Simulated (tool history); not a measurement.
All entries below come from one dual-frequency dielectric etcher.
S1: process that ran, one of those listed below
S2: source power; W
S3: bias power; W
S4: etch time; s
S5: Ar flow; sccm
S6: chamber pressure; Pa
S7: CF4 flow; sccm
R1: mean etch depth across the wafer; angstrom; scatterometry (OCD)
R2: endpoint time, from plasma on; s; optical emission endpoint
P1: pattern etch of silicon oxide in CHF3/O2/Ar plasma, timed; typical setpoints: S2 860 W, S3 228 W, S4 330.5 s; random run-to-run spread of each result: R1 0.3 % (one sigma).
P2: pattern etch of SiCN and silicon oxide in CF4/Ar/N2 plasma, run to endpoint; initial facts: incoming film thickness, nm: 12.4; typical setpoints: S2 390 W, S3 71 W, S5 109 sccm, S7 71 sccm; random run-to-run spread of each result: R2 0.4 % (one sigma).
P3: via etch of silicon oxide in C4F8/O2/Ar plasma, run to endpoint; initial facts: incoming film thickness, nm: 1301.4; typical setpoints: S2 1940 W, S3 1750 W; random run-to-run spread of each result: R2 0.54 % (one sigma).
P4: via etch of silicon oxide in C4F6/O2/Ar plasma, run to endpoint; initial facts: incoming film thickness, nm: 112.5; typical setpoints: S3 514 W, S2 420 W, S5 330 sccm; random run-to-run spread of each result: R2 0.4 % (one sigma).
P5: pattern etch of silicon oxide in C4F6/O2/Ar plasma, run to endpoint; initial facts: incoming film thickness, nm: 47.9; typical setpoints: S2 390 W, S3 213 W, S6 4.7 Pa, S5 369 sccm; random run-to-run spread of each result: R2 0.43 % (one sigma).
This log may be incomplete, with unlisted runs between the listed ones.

{"run": 1, "hour": 10.7, "S1": "P1", "S2": 860, "S3": 228, "S4": 330.5, "R1": 8018}
{"run": 2, "hour": 23.7, "S1": "P3", "S2": 1940, "S3": 1750, "R2": 276.42}
{"run": 3, "hour": 34.5, "S1": "P4", "S2": 420, "S3": 706, "S5": 330, "R2": 22.284}
{"run": 4, "hour": 46.3, "S1": "P4", "S2": 420, "S3": 514, "S5": 422, "R2": 25.969}
{"run": 5, "hour": 58.7, "S1": "P1", "S2": 1150, "S3": 228, "S4": 330.5, "R1": 8949.2}
{"run": 6, "hour": 72.7, "S1": "P1", "S2": 860, "S3": 228, "S4": 330.5, "R1": 7964.5}
{"run": 7, "hour": 89.2, "S1": "P5", "S2": 390, "S3": 137, "S5": 369, "S6": 4.7, "R2": 17.509}
{"run": 8, "hour": 106.2, "S1": "P2", "S2": 390, "S3": 71, "S5": 109, "S7": 71, "R2": 17.464}
{"run": 9, "hour": 115.9, "S1": "P4", "S2": 420, "S3": 514, "S5": 330, "R2": 25.103}
{"run": 10, "hour": 129.0, "S1": "P3", "S2": 1940, "S3": 1387, "R2": 295.04}
{"run": 11, "hour": 137.1, "S1": "P1", "S2": 860, "S3": 145, "S4": 330.5, "R1": 6908.5}
{"run": 12, "hour": 155.0, "S1": "P5", "S2": 390, "S3": 213, "S5": 259, "S6": 4.7, "R2": 14.679}
{"run": 13, "hour": 169.9, "S1": "P4", "S2": 270, "S3": 514, "S5": 330, "R2": 29.489}
{"run": 14, "hour": 183.7, "S1": "P2", "S2": 390, "S3": 71, "S5": 109, "S7": 54, "R2": 18.136}
{"run": 15, "hour": 197.0, "S1": "P3", "S2": 2630, "S3": 1750, "R2": 244.25}
{"run": 16, "hour": 214.3, "S1": "P1", "S2": 860, "S3": 228, "S4": 423.5, "R1": 10221}
{"run": 17, "hour": 225.0, "S1": "P5", "S2": 390, "S3": 213, "S5": 369, "S6": 6.1, "R2": 15.844}
{"run": 18, "hour": 240.3, "S1": "P2", "S2": 390, "S3": 95, "S5": 109, "S7": 71, "R2": 15.541}
{"run": 19, "hour": 255.0, "S1": "P2", "S2": 390, "S3": 71, "S5": 109, "S7": 71, "R2": 17.51}
{"run": 20, "hour": 269.0, "S1": "P1", "S2": 860, "S3": 228, "S4": 220.5, "R1": 5322.1}
{"run": 21, "hour": 282.9, "S1": "P1", "S2": 1070, "S3": 228, "S4": 439.5, "R1": 11568}
{"run": 22, "hour": 298.6, "S1": "P5", "S2": 520, "S3": 213, "S5": 369, "S6": 4.7, "R2": 13.741}
{"run": 23, "hour": 312.2, "S1": "P1", "S2": 680, "S3": 228, "S4": 330.5, "R1": 7330.6}
{"run": 24, "hour": 320.1, "S1": "P1", "S2": 860, "S3": 228, "S4": 330.5, "R1": 7976.2}
{"run": 25, "hour": 337.4, "S1": "P3", "S2": 1940, "S3": 1750, "R2": 276.9}
{"run": 26, "hour": 353.8, "S1": "P2", "S2": 270, "S3": 71, "S5": 109, "S7": 71, "R2": 24.173}
{"run": 27, "hour": 370.4, "S1": "P5", "S2": 390, "S3": 213, "S5": 369, "S6": 4.7, "R2": 15.265}
{"run": 28, "hour": 380.8, "S1": "P2", "S2": 390, "S3": 71, "S5": 69, "S7": 71, "R2": 16.409}
{"run": 29, "hour": 394.5, "S1": "P1", "S2": 860, "S3": 294, "S4": 330.5, "R1": 8736.9}
{"run": 30, "hour": 406.0, "S1": "P1", "S2": 860, "S3": 228, "S4": 330.5, "R1": 7971}
{"run": 31, "hour": 421.6, "S1": "P1", "S2": 860, "S3": 228, "S4": 330.5, "R1": 7998.8}
{"run": 32, "hour": 432.9, "S1": "P1", "S2": 860, "S3": 228, "S4": 330.5, "R1": 7984.3}
{"run": 33, "hour": 440.7, "S1": "P1", "S2": 860, "S3": 228, "S4": 330.5, "R1": 8059.6}
{"run": 34, "hour": 456.8, "S1": "P1", "S2": 860, "S3": 228, "S4": 330.5, "R1": 8078.1}
{"run": 35, "hour": 471.9, "S1": "P1", "S2": 860, "S3": 228, "S4": 330.5, "R1": 8049.8}
{"run": 36, "hour": 489.5, "S1": "P1", "S2": 860, "S3": 228, "S4": 330.5, "R1": 8129.7}
{"hour": 498.7, "done": "wet clean of the chamber"}
{"run": 37, "hour": 507.2, "S1": "P1", "S2": 860, "S3": 228, "S4": 330.5, "R1": 8044.1}
{"run": 38, "hour": 522.3, "S1": "P1", "S2": 860, "S3": 228, "S4": 330.5, "R1": 8086.9}
{"run": 39, "hour": 538.8, "S1": "P1", "S2": 860, "S3": 228, "S4": 330.5, "R1": 8137.2}
{"run": 40, "hour": 554.9, "S1": "P1", "S2": 860, "S3": 228, "S4": 330.5, "R1": 8138.7}
{"run": 41, "hour": 564.1, "S1": "P1", "S2": 860, "S3": 228, "S4": 330.5, "R1": 8115.7}
{"run": 42, "hour": 571.8, "S1": "P1", "S2": 860, "S3": 228, "S4": 330.5, "R1": 8123.6}

The output of P1 has drifted from where it used to be. Each of the 2 causes below, taken at the size shown beside it, accounts for the log equally well:
A: bias power that arrives over what is set, % = 4.43
B: source power that arrives over what is set, % = 4.01
The gradual shift began around hour 421.6.
Ruled out, with reasons:
chamber walls in a state that raises the etch rate, %: serviced at hour 498.7, after the change had begun; the process did not return to its earlier output

Each of the check runs listed below is run on 2 wafers and reports their average, with the results left as question marks. Pick the one under which the possible causes would lead to clearly different results.
{"run": "check 1", "hour": 579.5, "S1": "P4", "S2": 420, "S3": 599, "S5": 416, "R2": "?"}
{"run": "check 2", "hour": 579.5, "S1": "P2", "S2": 390, "S3": 71, "S5": 75, "S7": 71, "R2": "?"}
{"run": "check 3", "hour": 579.5, "S1": "P5", "S2": 520, "S3": 148, "S5": 369, "S6": 4.7, "R2": "?"}
{"run": "check 4", "hour": 579.5, "S1": "P3", "S2": 1940, "S3": 1438, "R2": "?"}

Check results expected under each cause:
check=check_1 result=R2 if_A=23.847 if_B=23.9
check=check_2 result=R2 if_A=16.283 if_B=15.95
check=check_3 result=R2 if_A=15.106 if_B=15.065
check=check_4 result=R2 if_A=287.6 if_B=286.32
How far apart the two closest causes lie, in the result that separates them most: check 1 0.22 %; check 2 2.07 %; check 3 0.27 %; check 4 0.44 %
Only check 2 tells the causes apart: in the others they would give nearly the same result.

After running check 2, the following was obtained: R2 15.941 s. Which cause does this point to?

Of the candidate causes, it is B: source power that arrives over what is set, %.
